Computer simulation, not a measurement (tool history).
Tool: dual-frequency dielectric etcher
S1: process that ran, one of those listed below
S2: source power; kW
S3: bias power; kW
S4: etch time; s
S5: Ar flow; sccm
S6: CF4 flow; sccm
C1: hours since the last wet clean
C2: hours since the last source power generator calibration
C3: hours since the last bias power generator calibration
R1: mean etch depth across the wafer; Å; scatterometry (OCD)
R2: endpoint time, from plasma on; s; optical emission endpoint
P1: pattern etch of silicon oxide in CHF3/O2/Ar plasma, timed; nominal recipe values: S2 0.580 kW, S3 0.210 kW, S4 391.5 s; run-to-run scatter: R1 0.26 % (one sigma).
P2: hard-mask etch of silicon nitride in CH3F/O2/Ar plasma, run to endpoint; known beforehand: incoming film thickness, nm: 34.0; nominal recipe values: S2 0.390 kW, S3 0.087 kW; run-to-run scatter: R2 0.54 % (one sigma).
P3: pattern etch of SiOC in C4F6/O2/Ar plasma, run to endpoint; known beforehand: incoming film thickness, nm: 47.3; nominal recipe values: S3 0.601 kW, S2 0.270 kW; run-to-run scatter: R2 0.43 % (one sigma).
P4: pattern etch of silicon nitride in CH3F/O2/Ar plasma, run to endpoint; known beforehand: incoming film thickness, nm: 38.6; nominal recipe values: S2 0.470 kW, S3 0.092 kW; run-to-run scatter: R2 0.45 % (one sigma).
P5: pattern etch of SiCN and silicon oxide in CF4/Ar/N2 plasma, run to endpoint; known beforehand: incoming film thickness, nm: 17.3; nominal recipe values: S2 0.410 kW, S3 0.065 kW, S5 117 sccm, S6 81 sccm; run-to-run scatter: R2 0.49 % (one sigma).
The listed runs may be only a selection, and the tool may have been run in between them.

run,hour,S1,S2,S3,S4,S5,S6,C1,C2,C3,R1,R2
1,9.9,P1,0.580,0.210,391.5,,,232.4,412.0,781.3,8182.2,
2,19.9,P5,0.330,0.065,,117,81,242.4,422.0,791.3,,27.498
3,25.9,P2,0.320,0.087,,,,248.4,428.0,797.3,,49.580
4,32.9,P1,0.580,0.289,391.5,,,255.4,435.0,804.3,9134.2,
5,42.9,P1,0.580,0.210,391.5,,,265.4,445.0,814.3,8174.1,
6,51.7,P1,0.580,0.210,573.0,,,274.2,453.8,823.1,11923.0,
7,61.4,P1,0.580,0.210,222.0,,,283.9,463.5,832.8,4633.8,
8,67.9,P1,0.440,0.287,391.5,,,290.4,470.0,839.3,8219.5,
9,77.2,P1,0.700,0.210,391.5,,,299.7,479.3,848.6,8746.0,
10,83.6,P2,0.390,0.115,,,,306.1,485.7,855.0,,41.650
11,91.9,P1,0.580,0.129,391.5,,,314.4,494.0,863.3,6930.6,
12,98.9,P4,0.470,0.092,,,,321.4,501.0,870.3,,49.165
13,108.0,P5,0.410,0.065,,117,109,330.5,510.1,879.4,,21.871
14,116.8,P5,0.410,0.065,,88,81,339.3,518.9,888.2,,21.871
15,122.1,P2,0.390,0.087,,,,344.6,524.2,893.5,,46.252
16,132.0,P5,0.410,0.065,,117,81,354.5,534.1,903.4,,22.649
17,139.6,P1,0.580,0.210,391.5,,,362.1,541.7,911.0,8143.4,
18,148.6,P3,0.270,0.601,,,,371.1,550.7,920.0,,17.159
19,155.4,P4,0.350,0.092,,,,377.9,557.5,926.8,,54.081
20,165.7,P5,0.410,0.092,,117,81,388.2,567.8,937.1,,20.330
21,173.4,P3,0.330,0.601,,,,395.9,575.5,944.8,,15.987
22,178.9,P3,0.270,0.759,,,,401.4,581.0,950.3,,15.658

For run 23, what comes out?
23,184.6,P1,0.580,0.210,391.5,,,407.1,586.7,956.0,?,

For run 23 the tool returned R1 8178.2 Å.
